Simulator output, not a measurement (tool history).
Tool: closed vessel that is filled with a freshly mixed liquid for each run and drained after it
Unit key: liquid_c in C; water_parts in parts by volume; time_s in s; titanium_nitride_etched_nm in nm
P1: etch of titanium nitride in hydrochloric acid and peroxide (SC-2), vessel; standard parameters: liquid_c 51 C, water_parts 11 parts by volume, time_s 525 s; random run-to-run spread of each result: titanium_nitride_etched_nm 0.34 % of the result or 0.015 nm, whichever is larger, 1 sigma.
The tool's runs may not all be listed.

| run | hour | liquid_c | water_parts | time_s | hours since the thermometer was replaced | hours since the chemicals flow meter was replaced | hours since the drum of peroxide was connected | titanium_nitride_etched_nm |
|---|---|---|---|---|---|---|---|---|
| 1 | 13.5 | 51 | 11 | 525 | 1827.8 | 685.9 | 258.6 | 17.338 |
| 2 | 30.8 | 37 | 11 | 935 | 1845.1 | 703.2 | 275.9 | 11.683 |
| 3 | 39.5 | 51 | 11 | 525 | 1853.8 | 711.9 | 284.6 | 17.25 |
| 4 | 49.8 | 38.5 | 11 | 525 | 1864.1 | 722.2 | 294.9 | 7.3267 |
| 5 | 59.2 | 51 | 11 | 1030 | 1873.5 | 731.6 | 304.3 | 33.947 |
| 6 | 71 | 51 | 11 | 525 | 1885.3 | 743.4 | 316.1 | 17.228 |
| 7 | 80.5 | 51 | 19 | 525 | 1894.8 | 752.9 | 325.6 | 10.681 |
| 8 | 88.2 | 51 | 11 | 45 | 1902.5 | 760.6 | 333.3 | 1.4444 |
| 9 | 97.6 | 51 | 4 | 525 | 1911.9 | 770 | 342.7 | 37.229 |
| 10 | 108.4 | 60.5 | 11 | 900 | 1922.7 | 780.8 | 353.5 | 54.62 |
| 11 | 121.7 | 66 | 11 | 525 | 1936 | 794.1 | 366.8 | 45.152 |
| 12 | 137.4 | 51 | 11 | 525 | 1951.7 | 809.8 | 382.5 | 17.303 |
| 13 | 147.4 | 51 | 11 | 525 | 1961.7 | 819.8 | 392.5 | 17.272 |
| 14 | 164.7 | 51 | 11 | 525 | 1979 | 837.1 | 409.8 | 17.318 |
| 15 | 175.1 | 51 | 11 | 525 | 1989.4 | 847.5 | 420.2 | 17.976 |
| 16 | 187.3 | 51 | 11 | 525 | 2001.6 | 859.7 | 432.4 | 18.375 |
| 17 | 202.6 | 51 | 11 | 525 | 2016.9 | 875 | 447.7 | 18.713 |

What does the tool deliver on the next run?
| 18 | 214.3 | 51 | 11 | 525 | 2028.6 | 886.7 | 459.4 | ? |

{"run 18": {"titanium_nitride_etched_nm": 18.946}}

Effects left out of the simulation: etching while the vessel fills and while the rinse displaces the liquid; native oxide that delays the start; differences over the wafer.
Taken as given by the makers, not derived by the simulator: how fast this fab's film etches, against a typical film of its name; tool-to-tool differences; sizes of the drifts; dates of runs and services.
